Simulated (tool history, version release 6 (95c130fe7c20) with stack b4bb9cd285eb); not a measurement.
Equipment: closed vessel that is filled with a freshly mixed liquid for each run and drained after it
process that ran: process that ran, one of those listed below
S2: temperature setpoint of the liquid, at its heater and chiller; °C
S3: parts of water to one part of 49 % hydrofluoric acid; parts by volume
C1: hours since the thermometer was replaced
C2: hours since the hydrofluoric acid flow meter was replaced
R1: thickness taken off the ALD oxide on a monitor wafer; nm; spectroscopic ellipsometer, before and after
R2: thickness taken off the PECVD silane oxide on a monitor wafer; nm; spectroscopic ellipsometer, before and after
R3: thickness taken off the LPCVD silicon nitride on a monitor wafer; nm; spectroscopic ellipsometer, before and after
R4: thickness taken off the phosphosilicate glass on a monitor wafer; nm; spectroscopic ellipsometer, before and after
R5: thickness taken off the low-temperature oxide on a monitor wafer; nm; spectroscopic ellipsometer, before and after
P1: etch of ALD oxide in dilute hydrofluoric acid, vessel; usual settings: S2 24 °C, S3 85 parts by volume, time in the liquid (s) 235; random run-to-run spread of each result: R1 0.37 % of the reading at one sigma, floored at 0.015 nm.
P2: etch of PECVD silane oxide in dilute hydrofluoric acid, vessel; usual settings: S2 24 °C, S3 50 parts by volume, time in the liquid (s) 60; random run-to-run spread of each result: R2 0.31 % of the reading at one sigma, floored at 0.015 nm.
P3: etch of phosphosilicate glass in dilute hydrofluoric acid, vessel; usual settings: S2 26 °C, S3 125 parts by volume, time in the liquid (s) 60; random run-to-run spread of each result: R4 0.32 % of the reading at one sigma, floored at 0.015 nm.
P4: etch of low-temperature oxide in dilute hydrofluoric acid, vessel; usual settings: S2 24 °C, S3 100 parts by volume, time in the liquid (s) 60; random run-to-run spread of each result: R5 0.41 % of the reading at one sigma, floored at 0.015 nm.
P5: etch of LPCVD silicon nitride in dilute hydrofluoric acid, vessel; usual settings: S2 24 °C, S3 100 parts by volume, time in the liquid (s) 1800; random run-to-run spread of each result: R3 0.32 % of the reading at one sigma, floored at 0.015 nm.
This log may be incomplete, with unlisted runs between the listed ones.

{"run": 1, "hour": 8.2, "process that ran": "P1", "S2": 24, "S3": 85, "time in the liquid (s)": 235, "C1": 1382.8, "C2": 1766.5, "R1": 43.25}
{"run": 2, "hour": 19.2, "process that ran": "P1", "S2": 24, "S3": 85, "time in the liquid (s)": 235, "C1": 1393.8, "C2": 1777.5, "R1": 42.776}
{"run": 3, "hour": 30.9, "process that ran": "P1", "S2": 24, "S3": 85, "time in the liquid (s)": 235, "C1": 1405.5, "C2": 1789.2, "R1": 42.759}
{"run": 4, "hour": 37.8, "process that ran": "P2", "S2": 24, "S3": 20, "time in the liquid (s)": 60, "C1": 1412.4, "C2": 1796.1, "R2": 98.947}
{"run": 5, "hour": 47.6, "process that ran": "P1", "S2": 24, "S3": 85, "time in the liquid (s)": 55, "C1": 1422.2, "C2": 1805.9, "R1": 9.9854}
{"run": 6, "hour": 55.7, "process that ran": "P1", "S2": 24, "S3": 50, "time in the liquid (s)": 235, "C1": 1430.3, "C2": 1814, "R1": 76.255}
{"run": 7, "hour": 65.8, "process that ran": "P1", "S2": 24, "S3": 130, "time in the liquid (s)": 340, "C1": 1440.4, "C2": 1824.1, "R1": 38.324}
{"run": 8, "hour": 71.4, "process that ran": "P2", "S2": 31.5, "S3": 50, "time in the liquid (s)": 60, "C1": 1446, "C2": 1829.7, "R2": 51.151}
{"run": 9, "hour": 79.1, "process that ran": "P5", "S2": 19.5, "S3": 100, "time in the liquid (s)": 1800, "C1": 1453.7, "C2": 1837.4, "R3": 6.974}
{"run": 10, "hour": 89.8, "process that ran": "P1", "S2": 24, "S3": 85, "time in the liquid (s)": 380, "C1": 1464.4, "C2": 1848.1, "R1": 69.409}
{"run": 11, "hour": 100.0, "process that ran": "P1", "S2": 24, "S3": 85, "time in the liquid (s)": 235, "C1": 1474.6, "C2": 1858.3, "R1": 42.815}
{"run": 12, "hour": 109.8, "process that ran": "P3", "S2": 26, "S3": 125, "time in the liquid (s)": 60, "C1": 1484.4, "C2": 1868.1, "R4": 29.955}
{"run": 13, "hour": 116.8, "process that ran": "P1", "S2": 17, "S3": 85, "time in the liquid (s)": 235, "C1": 1491.4, "C2": 1875.1, "R1": 31.965}
{"run": 14, "hour": 124.0, "process that ran": "P5", "S2": 24, "S3": 100, "time in the liquid (s)": 1800, "C1": 1498.6, "C2": 1882.3, "R3": 9.4085}
{"run": 15, "hour": 133.5, "process that ran": "P5", "S2": 24, "S3": 180, "time in the liquid (s)": 1800, "C1": 1508.1, "C2": 1891.8, "R3": 5.3052}
{"run": 16, "hour": 140.9, "process that ran": "P3", "S2": 26, "S3": 125, "time in the liquid (s)": 30, "C1": 1515.5, "C2": 1899.2, "R4": 14.949}
{"run": 17, "hour": 150.7, "process that ran": "P1", "S2": 30, "S3": 85, "time in the liquid (s)": 235, "C1": 1525.3, "C2": 1909, "R1": 54.174}
{"run": 18, "hour": 162.2, "process that ran": "P5", "S2": 24, "S3": 100, "time in the liquid (s)": 1800, "C1": 1536.8, "C2": 1920.5, "R3": 9.4638}
{"run": 19, "hour": 167.9, "process that ran": "P3", "S2": 31, "S3": 125, "time in the liquid (s)": 60, "C1": 1542.5, "C2": 1926.2, "R4": 35.916}
{"run": 20, "hour": 176.7, "process that ran": "P1", "S2": 24, "S3": 85, "time in the liquid (s)": 235, "C1": 1551.3, "C2": 1935, "R1": 42.767}
{"run": 21, "hour": 188.1, "process that ran": "P3", "S2": 26, "S3": 80, "time in the liquid (s)": 60, "C1": 1562.7, "C2": 1946.4, "R4": 49.659}
{"hour": 190.1, "done": "hydrofluoric acid flow meter replaced"}
{"run": 22, "hour": 200.0, "process that ran": "P4", "S2": 30, "S3": 100, "time in the liquid (s)": 60, "C1": 1574.6, "C2": 10, "R5": 7.6697}
{"run": 23, "hour": 206.8, "process that ran": "P4", "S2": 24, "S3": 100, "time in the liquid (s)": 95, "C1": 1581.4, "C2": 16.8, "R5": 9.6985}
{"run": 24, "hour": 215.7, "process that ran": "P4", "S2": 24, "S3": 155, "time in the liquid (s)": 60, "C1": 1590.3, "C2": 25.7, "R5": 3.7306}
{"run": 25, "hour": 226.8, "process that ran": "P5", "S2": 24, "S3": 100, "time in the liquid (s)": 2660, "C1": 1601.4, "C2": 36.8, "R3": 13.885}
{"run": 26, "hour": 232.1, "process that ran": "P1", "S2": 24, "S3": 140, "time in the liquid (s)": 235, "C1": 1606.7, "C2": 42.1, "R1": 24.322}
{"run": 27, "hour": 242.2, "process that ran": "P4", "S2": 24, "S3": 100, "time in the liquid (s)": 60, "C1": 1616.8, "C2": 52.2, "R5": 6.1336}
{"run": 28, "hour": 252.5, "process that ran": "P1", "S2": 24, "S3": 85, "time in the liquid (s)": 235, "C1": 1627.1, "C2": 62.5, "R1": 42.512}
{"run": 29, "hour": 260.3, "process that ran": "P2", "S2": 24, "S3": 50, "time in the liquid (s)": 60, "C1": 1634.9, "C2": 70.3, "R2": 37.837}
{"run": 30, "hour": 269.3, "process that ran": "P2", "S2": 24, "S3": 50, "time in the liquid (s)": 30, "C1": 1643.9, "C2": 79.3, "R2": 19.096}
{"run": 31, "hour": 275.1, "process that ran": "P1", "S2": 24, "S3": 50, "time in the liquid (s)": 135, "C1": 1649.7, "C2": 85.1, "R1": 43.702}
{"run": 32, "hour": 283.9, "process that ran": "P1", "S2": 24, "S3": 85, "time in the liquid (s)": 235, "C1": 1658.5, "C2": 93.9, "R1": 42.733}
{"run": 33, "hour": 291.9, "process that ran": "P1", "S2": 24, "S3": 85, "time in the liquid (s)": 235, "C1": 1666.5, "C2": 101.9, "R1": 41.909}
{"run": 34, "hour": 302.5, "process that ran": "P1", "S2": 24, "S3": 85, "time in the liquid (s)": 235, "C1": 1677.1, "C2": 112.5, "R1": 40.894}
{"run": 35, "hour": 308.7, "process that ran": "P1", "S2": 24, "S3": 85, "time in the liquid (s)": 235, "C1": 1683.3, "C2": 118.7, "R1": 40.443}
{"run": 36, "hour": 315.1, "process that ran": "P1", "S2": 24, "S3": 85, "time in the liquid (s)": 235, "C1": 1689.7, "C2": 125.1, "R1": 40.196}
{"run": 37, "hour": 323.3, "process that ran": "P1", "S2": 24, "S3": 85, "time in the liquid (s)": 235, "C1": 1697.9, "C2": 133.3, "R1": 40.019}
{"run": 38, "hour": 332.8, "process that ran": "P1", "S2": 24, "S3": 85, "time in the liquid (s)": 235, "C1": 1707.4, "C2": 142.8, "R1": 39.934}
{"run": 39, "hour": 344.8, "process that ran": "P1", "S2": 24, "S3": 85, "time in the liquid (s)": 235, "C1": 1719.4, "C2": 154.8, "R1": 39.499}
{"run": 40, "hour": 351.0, "process that ran": "P1", "S2": 24, "S3": 85, "time in the liquid (s)": 235, "C1": 1725.6, "C2": 161, "R1": 39.698}
{"run": 41, "hour": 362.3, "process that ran": "P1", "S2": 24, "S3": 85, "time in the liquid (s)": 235, "C1": 1736.9, "C2": 172.3, "R1": 39.632}
{"run": 42, "hour": 371.0, "process that ran": "P1", "S2": 24, "S3": 85, "time in the liquid (s)": 235, "C1": 1745.6, "C2": 181, "R1": 39.522}

What P1 gives has crept off from where it sat before. The 2 causes that follow fit the log equally well, each at the size noted:
A: hydrofluoric acid flow below the setpoint (%) = 7.08
B: liquid colder than its thermometer reads (K) = 2.02
Onset of the creep was near hour 283.9.

4 check runs are offered, one wafer each, their results left as question marks. Which one tells the causes apart?
{"run": "check 1", "hour": 379.7, "process that ran": "P4", "S2": 24, "S3": 100, "time in the liquid (s)": 60, "R5": "?"}
{"run": "check 2", "hour": 379.7, "process that ran": "P5", "S2": 24, "S3": 100, "time in the liquid (s)": 1800, "R3": "?"}
{"run": "check 3", "hour": 379.7, "process that ran": "P3", "S2": 26, "S3": 125, "time in the liquid (s)": 60, "R4": "?"}
{"run": "check 4", "hour": 379.7, "process that ran": "P2", "S2": 24, "S3": 50, "time in the liquid (s)": 60, "R2": "?"}

Outcome of each check run for each possible cause:
check=check_1 result=R5 if_A=5.6499 if_B=5.6611
check=check_2 result=R3 if_A=8.7604 if_B=8.2362
check=check_3 result=R4 if_A=27.466 if_B=27.666
check=check_4 result=R2 if_A=35.163 if_B=34.977
Distance between the nearest two causes, measured in the result of the check that separates them most: check 1 0.2 %; check 2 6.17 %; check 3 0.73 %; check 4 0.53 %
Check 2 distinguishes between the causes, while the remaining checks would return nearly the same result for all of them.

Then check 2 was run and gave: R3 8.2381 nm. Which cause is it?

It is B: liquid colder than its thermometer reads (K).

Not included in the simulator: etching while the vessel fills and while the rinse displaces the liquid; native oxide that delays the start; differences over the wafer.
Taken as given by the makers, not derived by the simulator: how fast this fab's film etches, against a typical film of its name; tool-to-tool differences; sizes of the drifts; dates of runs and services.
